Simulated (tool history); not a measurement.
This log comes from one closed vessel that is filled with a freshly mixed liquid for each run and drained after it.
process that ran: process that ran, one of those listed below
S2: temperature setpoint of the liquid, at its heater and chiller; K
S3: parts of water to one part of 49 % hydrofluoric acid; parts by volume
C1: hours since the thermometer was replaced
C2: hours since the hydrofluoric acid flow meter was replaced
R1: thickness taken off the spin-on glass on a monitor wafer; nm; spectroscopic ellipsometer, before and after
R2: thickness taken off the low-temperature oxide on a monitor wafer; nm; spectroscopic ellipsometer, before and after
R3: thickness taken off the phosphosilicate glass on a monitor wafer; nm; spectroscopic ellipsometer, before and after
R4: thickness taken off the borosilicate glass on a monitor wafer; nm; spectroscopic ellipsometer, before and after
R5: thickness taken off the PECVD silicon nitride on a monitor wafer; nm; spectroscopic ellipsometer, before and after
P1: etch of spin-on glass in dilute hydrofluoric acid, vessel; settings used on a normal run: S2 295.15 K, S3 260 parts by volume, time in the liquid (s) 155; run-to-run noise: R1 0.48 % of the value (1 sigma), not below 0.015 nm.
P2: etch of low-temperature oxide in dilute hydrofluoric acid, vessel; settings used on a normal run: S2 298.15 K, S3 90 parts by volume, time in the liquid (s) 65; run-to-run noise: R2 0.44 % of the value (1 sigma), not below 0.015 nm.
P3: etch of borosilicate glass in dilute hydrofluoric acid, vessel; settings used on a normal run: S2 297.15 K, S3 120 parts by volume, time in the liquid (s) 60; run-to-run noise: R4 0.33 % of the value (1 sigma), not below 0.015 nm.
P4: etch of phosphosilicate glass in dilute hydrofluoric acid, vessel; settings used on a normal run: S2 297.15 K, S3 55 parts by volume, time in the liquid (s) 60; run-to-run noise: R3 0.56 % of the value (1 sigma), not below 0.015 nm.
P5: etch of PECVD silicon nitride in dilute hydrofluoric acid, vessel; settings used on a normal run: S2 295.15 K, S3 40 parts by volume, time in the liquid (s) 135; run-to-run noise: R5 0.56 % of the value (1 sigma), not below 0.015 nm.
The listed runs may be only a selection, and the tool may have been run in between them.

run 1 day=0.171 | process_that_ran=P1 S2=295.15 S3=260 time_in_the_liquid_(s)=155 | C1=767.1 C2=549.6 | R1=23.7590
run 2 day=0.388 | process_that_ran=P2 S2=298.15 S3=90 time_in_the_liquid_(s)=65 | C1=772.3 C2=554.8 | R2=12.7730
run 3 day=0.746 | process_that_ran=P4 S2=297.15 S3=55 time_in_the_liquid_(s)=60 | C1=780.9 C2=563.4 | R3=117.290
run 4 day=1.050 | process_that_ran=P3 S2=304.65 S3=120 time_in_the_liquid_(s)=60 | C1=788.2 C2=570.7 | R4=17.748
run 5 day=1.233 | process_that_ran=P1 S2=290.15 S3=260 time_in_the_liquid_(s)=155 | C1=792.6 C2=575.1 | R1=19.8610
run 6 day=1.446 | process_that_ran=P2 S2=293.15 S3=90 time_in_the_liquid_(s)=65 | C1=797.7 C2=580.2 | R2=10.4620
run 7 day=1.667 | process_that_ran=P1 S2=295.15 S3=260 time_in_the_liquid_(s)=155 | C1=803.0 C2=585.5 | R1=23.9390
run 8 day=1.858 | process_that_ran=P1 S2=290.65 S3=115 time_in_the_liquid_(s)=155 | C1=807.6 C2=590.1 | R1=52.7260
run 9 day=2.154 | process_that_ran=P1 S2=295.15 S3=115 time_in_the_liquid_(s)=155 | C1=814.7 C2=597.2 | R1=62.9460
run 10 day=2.379 | process_that_ran=P2 S2=298.15 S3=90 time_in_the_liquid_(s)=115 | C1=820.1 C2=602.6 | R2=22.6610
run 11 day=2.575 | process_that_ran=P1 S2=295.15 S3=415 time_in_the_liquid_(s)=155 | C1=824.8 C2=607.3 | R1=13.1030
run 12 day=2.892 | process_that_ran=P3 S2=297.15 S3=120 time_in_the_liquid_(s)=60 | C1=832.4 C2=614.9 | R4=13.396
run 13 day=3.146 | process_that_ran=P3 S2=297.15 S3=30 time_in_the_liquid_(s)=60 | C1=838.5 C2=621.0 | R4=60.438
run 14 day=3.458 | process_that_ran=P5 S2=302.15 S3=40 time_in_the_liquid_(s)=135 | C1=846.0 C2=628.5 | R5=26.1370
run 15 day=3.633 | process_that_ran=P1 S2=295.15 S3=260 time_in_the_liquid_(s)=155 | C1=850.2 C2=632.7 | R1=23.8320
run 16 day=3.871 | process_that_ran=P3 S2=297.15 S3=120 time_in_the_liquid_(s)=100 | C1=855.9 C2=638.4 | R4=22.439
run 17 day=4.138 | process_that_ran=P1 S2=295.15 S3=260 time_in_the_liquid_(s)=155 | C1=862.3 C2=644.8 | R1=23.9170
run 18 day=4.354 | process_that_ran=P3 S2=297.15 S3=120 time_in_the_liquid_(s)=60 | C1=867.5 C2=650.0 | R4=13.331
run 19 day=4.667 | process_that_ran=P4 S2=302.65 S3=55 time_in_the_liquid_(s)=60 | C1=875.0 C2=657.5 | R3=147.180
run 20 day=4.829 | process_that_ran=P2 S2=298.15 S3=160 time_in_the_liquid_(s)=65 | C1=878.9 C2=661.4 | R2=6.6181
run 21 day=5.138 | process_that_ran=P1 S2=300.65 S3=260 time_in_the_liquid_(s)=40 | C1=886.3 C2=668.8 | R1=7.4851
run 22 day=5.462 | process_that_ran=P1 S2=295.15 S3=260 time_in_the_liquid_(s)=155 | C1=894.1 C2=676.6 | R1=23.7240
run 23 day=5.808 | process_that_ran=P1 S2=295.15 S3=260 time_in_the_liquid_(s)=155 | C1=902.4 C2=684.9 | R1=23.9470
run 24 day=6.129 | process_that_ran=P1 S2=301.15 S3=260 time_in_the_liquid_(s)=155 | C1=910.1 C2=692.6 | R1=29.6130
run 25 day=6.350 | process_that_ran=P1 S2=295.15 S3=260 time_in_the_liquid_(s)=30 | C1=915.4 C2=697.9 | R1=4.5928
run 26 day=6.588 | process_that_ran=P1 S2=295.15 S3=260 time_in_the_liquid_(s)=155 | C1=921.1 C2=703.6 | R1=23.8380
run 27 day=6.900 | process_that_ran=P1 S2=290.15 S3=260 time_in_the_liquid_(s)=265 | C1=928.6 C2=711.1 | R1=33.8940
run 28 day=7.200 | process_that_ran=P5 S2=295.15 S3=70 time_in_the_liquid_(s)=135 | C1=935.8 C2=718.3 | R5=9.5136
run 29 day=7.396 | process_that_ran=P5 S2=295.15 S3=40 time_in_the_liquid_(s)=200 | C1=940.5 C2=723.0 | R5=24.0070
run 30 day=7.575 | process_that_ran=P4 S2=297.15 S3=100 time_in_the_liquid_(s)=60 | C1=944.8 C2=727.3 | R3=61.314
run 31 day=7.742 | process_that_ran=P5 S2=295.15 S3=40 time_in_the_liquid_(s)=135 | C1=948.8 C2=731.3 | R5=16.4870
run 32 day=7.954 | process_that_ran=P4 S2=297.15 S3=55 time_in_the_liquid_(s)=30 | C1=953.9 C2=736.4 | R3=59.226
run 33 day=8.188 | process_that_ran=P1 S2=295.15 S3=260 time_in_the_liquid_(s)=255 | C1=959.5 C2=742.0 | R1=39.7370
run 34 day=8.475 | process_that_ran=P1 S2=295.15 S3=260 time_in_the_liquid_(s)=155 | C1=966.4 C2=748.9 | R1=23.9310
run 35 day=8.646 | process_that_ran=P1 S2=295.15 S3=260 time_in_the_liquid_(s)=155 | C1=970.5 C2=753.0 | R1=23.5990
run 36 day=8.933 | process_that_ran=P1 S2=295.15 S3=260 time_in_the_liquid_(s)=155 | C1=977.4 C2=759.9 | R1=23.0750
run 37 day=9.238 | process_that_ran=P1 S2=295.15 S3=260 time_in_the_liquid_(s)=155 | C1=984.7 C2=767.2 | R1=22.7860
run 38 day=9.571 | process_that_ran=P1 S2=295.15 S3=260 time_in_the_liquid_(s)=155 | C1=992.7 C2=775.2 | R1=22.5270
run 39 day=9.900 | process_that_ran=P1 S2=295.15 S3=260 time_in_the_liquid_(s)=155 | C1=1000.6 C2=783.1 | R1=22.7150
run 40 day=10.179 | process_that_ran=P1 S2=295.15 S3=260 time_in_the_liquid_(s)=155 | C1=1007.3 C2=789.8 | R1=22.2880
run 41 day=10.421 | process_that_ran=P1 S2=295.15 S3=260 time_in_the_liquid_(s)=155 | C1=1013.1 C2=795.6 | R1=22.3200
run 42 day=10.675 | process_that_ran=P1 S2=295.15 S3=260 time_in_the_liquid_(s)=155 | C1=1019.2 C2=801.7 | R1=22.4340
run 43 day=11.008 | process_that_ran=P1 S2=295.15 S3=260 time_in_the_liquid_(s)=155 | C1=1027.2 C2=809.7 | R1=22.4250
run 44 day=11.204 | process_that_ran=P1 S2=295.15 S3=260 time_in_the_liquid_(s)=155 | C1=1031.9 C2=814.4 | R1=22.1540

What P1 gives has crept off from where it sat before. The 2 causes that follow fit the log equally well, each at the size noted:
A: hydrofluoric acid flow below the setpoint (%) = 5.36
B: liquid colder than its thermometer reads (K) = 1.88
At approximately day 8.475, the process output began to creep.

Below are 4 check runs, each on a single wafer, with their results shown as question marks. Which of them would tell the listed causes apart, meaning the causes would give clearly different results under it?
run check 1 day=11.400 | process_that_ran=P3 S2=304.65 S3=120 time_in_the_liquid_(s)=90 | R4=?
run check 2 day=11.400 | process_that_ran=P4 S2=297.15 S3=100 time_in_the_liquid_(s)=60 | R3=?
run check 3 day=11.400 | process_that_ran=P5 S2=301.65 S3=40 time_in_the_liquid_(s)=180 | R5=?
run check 4 day=11.400 | process_that_ran=P2 S2=298.15 S3=125 time_in_the_liquid_(s)=100 | R2=?

What each check would give under each cause:
check=check_1 result=R4 if_A=24.999 if_B=24.894
check=check_2 result=R3 if_A=57.693 if_B=56.940
check=check_3 result=R5 if_A=32.0460 if_B=29.8800
check=check_4 result=R2 if_A=12.7120 if_B=12.5920
Per check, the gap between the least separated pair of causes, taken in the result that splits them most: check 1 0.42 %; check 2 1.31 %; check 3 7 %; check 4 0.95 %
The causes can be told apart only by check 3. The other checks would give nearly the same results under each of them.

Check 3 was then run and gave: R5 32.0480 nm. Which cause is it?

The cause is A: hydrofluoric acid flow below the setpoint (%).

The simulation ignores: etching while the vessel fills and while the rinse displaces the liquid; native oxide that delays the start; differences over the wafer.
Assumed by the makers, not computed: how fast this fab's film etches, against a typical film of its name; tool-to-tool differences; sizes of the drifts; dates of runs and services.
